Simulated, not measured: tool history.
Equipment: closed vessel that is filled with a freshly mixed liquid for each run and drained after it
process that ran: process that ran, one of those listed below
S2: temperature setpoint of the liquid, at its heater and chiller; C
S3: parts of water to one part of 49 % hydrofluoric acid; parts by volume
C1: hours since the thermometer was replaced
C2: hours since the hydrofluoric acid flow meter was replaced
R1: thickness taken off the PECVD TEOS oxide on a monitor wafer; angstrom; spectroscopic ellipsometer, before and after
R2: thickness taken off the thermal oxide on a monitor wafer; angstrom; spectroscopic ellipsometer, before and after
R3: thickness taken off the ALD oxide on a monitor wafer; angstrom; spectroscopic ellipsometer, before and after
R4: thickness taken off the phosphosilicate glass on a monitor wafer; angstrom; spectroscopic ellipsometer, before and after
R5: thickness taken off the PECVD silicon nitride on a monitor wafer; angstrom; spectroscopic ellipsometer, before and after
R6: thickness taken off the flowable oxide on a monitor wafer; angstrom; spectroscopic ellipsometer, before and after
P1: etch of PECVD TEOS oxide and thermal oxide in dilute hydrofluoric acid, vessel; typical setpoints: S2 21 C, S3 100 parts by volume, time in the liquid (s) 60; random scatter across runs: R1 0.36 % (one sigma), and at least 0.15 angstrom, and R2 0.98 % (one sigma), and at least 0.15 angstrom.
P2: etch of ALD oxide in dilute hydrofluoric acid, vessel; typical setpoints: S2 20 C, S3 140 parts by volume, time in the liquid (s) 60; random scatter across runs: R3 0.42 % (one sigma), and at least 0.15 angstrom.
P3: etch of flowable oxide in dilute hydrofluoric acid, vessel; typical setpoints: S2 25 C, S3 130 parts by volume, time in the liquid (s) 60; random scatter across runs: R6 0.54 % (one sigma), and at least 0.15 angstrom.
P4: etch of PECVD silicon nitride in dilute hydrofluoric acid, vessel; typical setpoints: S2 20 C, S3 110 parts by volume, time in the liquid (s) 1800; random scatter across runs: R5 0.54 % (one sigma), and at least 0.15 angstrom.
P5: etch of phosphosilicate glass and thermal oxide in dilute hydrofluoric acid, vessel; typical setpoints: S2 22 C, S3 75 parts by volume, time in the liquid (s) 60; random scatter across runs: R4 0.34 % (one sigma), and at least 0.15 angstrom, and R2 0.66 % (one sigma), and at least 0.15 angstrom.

Run 1, hour 11: process that ran P1, S2 21 C, S3 100 parts by volume, time in the liquid (s) 60; C1 939.4; C2 473.6. Result: R1 113.48 angstrom, R2 25.794 angstrom.
Run 2, hour 25.2: process that ran P1, S2 21 C, S3 100 parts by volume, time in the liquid (s) 60; C1 953.6; C2 487.8. Result: R1 112.2 angstrom, R2 26.08 angstrom.
Run 3, hour 38.7: process that ran P2, S2 20 C, S3 90 parts by volume, time in the liquid (s) 60; C1 967.1; C2 501.3. Result: R3 148.93 angstrom.
Run 4, hour 50.1: process that ran P5, S2 17.5 C, S3 75 parts by volume, time in the liquid (s) 60; C1 978.5; C2 512.7. Result: R2 30.916 angstrom, R4 549.28 angstrom.
Run 5, hour 64.5: process that ran P5, S2 22 C, S3 75 parts by volume, time in the liquid (s) 60; C1 992.9; C2 527.1. Result: R2 37.913 angstrom, R4 660.35 angstrom.
Run 6, hour 74.1: process that ran P1, S2 21 C, S3 60 parts by volume, time in the liquid (s) 60; C1 1002.5; C2 536.7. Result: R1 197.29 angstrom, R2 44.347 angstrom.
Run 7, hour 81.7: process that ran P4, S2 20 C, S3 110 parts by volume, time in the liquid (s) 3395; C1 1010.1; C2 544.3. Result: R5 599.1 angstrom.
Run 8, hour 92.6: process that ran P1, S2 25 C, S3 100 parts by volume, time in the liquid (s) 60; C1 1021; C2 555.2. Result: R1 131.82 angstrom, R2 30.418 angstrom.
Run 9, hour 106.6: process that ran P4, S2 20 C, S3 30 parts by volume, time in the liquid (s) 1800; C1 1035; C2 569.2. Result: R5 1118.5 angstrom.
Run 10, hour 115.2: process that ran P2, S2 20 C, S3 140 parts by volume, time in the liquid (s) 60; C1 1043.6; C2 577.8. Result: R3 91.625 angstrom.
Run 11, hour 127.4: process that ran P3, S2 25 C, S3 130 parts by volume, time in the liquid (s) 95; C1 1055.8; C2 590. Result: R6 353.95 angstrom.
Run 12, hour 136.4: process that ran P3, S2 25 C, S3 130 parts by volume, time in the liquid (s) 60; C1 1064.8; C2 599. Result: R6 220.07 angstrom.
Run 13, hour 147.2: process that ran P3, S2 25 C, S3 25 parts by volume, time in the liquid (s) 60; C1 1075.6; C2 609.8. Result: R6 1338.7 angstrom.
Run 14, hour 155.3: process that ran P5, S2 22 C, S3 75 parts by volume, time in the liquid (s) 30; C1 1083.7; C2 617.9. Result: R2 18.615 angstrom, R4 331.72 angstrom.
Run 15, hour 165.1: process that ran P5, S2 22 C, S3 25 parts by volume, time in the liquid (s) 60; C1 1093.5; C2 627.7. Result: R2 118.92 angstrom, R4 2100.3 angstrom.
Run 16, hour 172.8: process that ran P1, S2 21 C, S3 100 parts by volume, time in the liquid (s) 60; C1 1101.2; C2 635.4. Result: R1 113.09 angstrom, R2 25.97 angstrom.
Run 17, hour 185.8: process that ran P3, S2 30 C, S3 130 parts by volume, time in the liquid (s) 60; C1 1114.2; C2 648.4. Result: R6 272.77 angstrom.
Run 18, hour 200.1: process that ran P1, S2 17 C, S3 100 parts by volume, time in the liquid (s) 30; C1 1128.5; C2 662.7. Result: R1 47.648 angstrom, R2 11.142 angstrom.
Run 19, hour 206.9: process that ran P1, S2 21 C, S3 100 parts by volume, time in the liquid (s) 95; C1 1135.3; C2 669.5. Result: R1 179.03 angstrom, R2 41.376 angstrom.
Run 20, hour 222: process that ran P1, S2 21 C, S3 150 parts by volume, time in the liquid (s) 60; C1 1150.4; C2 684.6. Result: R1 70.948 angstrom, R2 15.876 angstrom.
Run 21, hour 234.9: process that ran P1, S2 21 C, S3 165 parts by volume, time in the liquid (s) 30; C1 1163.3; C2 697.5. Result: R1 32.003 angstrom, R2 7.2268 angstrom.
Run 22, hour 249: process that ran P1, S2 17 C, S3 100 parts by volume, time in the liquid (s) 60; C1 1177.4; C2 711.6. Result: R1 95.349 angstrom, R2 22.02 angstrom.
Run 23, hour 264.5: process that ran P2, S2 28 C, S3 140 parts by volume, time in the liquid (s) 60; C1 1192.9; C2 727.1. Result: R3 123.12 angstrom.
Run 24, hour 275.1: process that ran P2, S2 20 C, S3 140 parts by volume, time in the liquid (s) 60; C1 1203.5; C2 737.7. Result: R3 91.02 angstrom.
Run 25, hour 286: process that ran P1, S2 17.5 C, S3 55 parts by volume, time in the liquid (s) 60; C1 1214.4; C2 748.6. Result: R1 184.81 angstrom, R2 42.182 angstrom.
Run 26, hour 294.8: process that ran P1, S2 21 C, S3 100 parts by volume, time in the liquid (s) 60; C1 1223.2; C2 757.4. Result: R1 112.92 angstrom, R2 25.122 angstrom.
Run 27, hour 309.4: process that ran P1, S2 21 C, S3 100 parts by volume, time in the liquid (s) 60; C1 1237.8; C2 772. Result: R1 111.96 angstrom, R2 26.143 angstrom.
Run 28, hour 324: process that ran P4, S2 20 C, S3 110 parts by volume, time in the liquid (s) 1800; C1 1252.4; C2 786.6. Result: R5 318.78 angstrom.
Run 29, hour 337.1: process that ran P4, S2 24.5 C, S3 110 parts by volume, time in the liquid (s) 1800; C1 1265.5; C2 799.7. Result: R5 427.02 angstrom.
Run 30, hour 347.3: process that ran P3, S2 25 C, S3 130 parts by volume, time in the liquid (s) 60; C1 1275.7; C2 809.9. Result: R6 224.49 angstrom.
Run 31, hour 356.4: process that ran P1, S2 21 C, S3 100 parts by volume, time in the liquid (s) 30; C1 1284.8; C2 819. Result: R1 56.37 angstrom, R2 13.363 angstrom.
Run 32, hour 365.3: process that ran P2, S2 20 C, S3 140 parts by volume, time in the liquid (s) 30; C1 1293.7; C2 827.9. Result: R3 45.232 angstrom.
Run 33, hour 379.4: process that ran P4, S2 20 C, S3 110 parts by volume, time in the liquid (s) 1800; C1 1307.8; C2 842. Result: R5 315.13 angstrom.
Run 34, hour 389.7: process that ran P1, S2 21 C, S3 100 parts by volume, time in the liquid (s) 60; C1 1318.1; C2 852.3. Result: R1 112.66 angstrom, R2 25.943 angstrom.
Run 35, hour 403: process that ran P1, S2 21 C, S3 100 parts by volume, time in the liquid (s) 60; C1 1331.4; C2 865.6. Result: R1 108.99 angstrom, R2 24.633 angstrom.
Run 36, hour 414.3: process that ran P1, S2 21 C, S3 100 parts by volume, time in the liquid (s) 60; C1 1342.7; C2 876.9. Result: R1 107.43 angstrom, R2 24.755 angstrom.
Run 37, hour 427.4: process that ran P1, S2 21 C, S3 100 parts by volume, time in the liquid (s) 60; C1 1355.8; C2 890. Result: R1 106.87 angstrom, R2 23.953 angstrom.

For run 38, what comes out?
Run 38, hour 438.2: process that ran P1, S2 21 C, S3 100 parts by volume, time in the liquid (s) 60; C1 1366.6; C2 900.8. Result: R1 ?, R2 ?.

{"run 38": {"R1": 105.46, "R2": 24.457}}
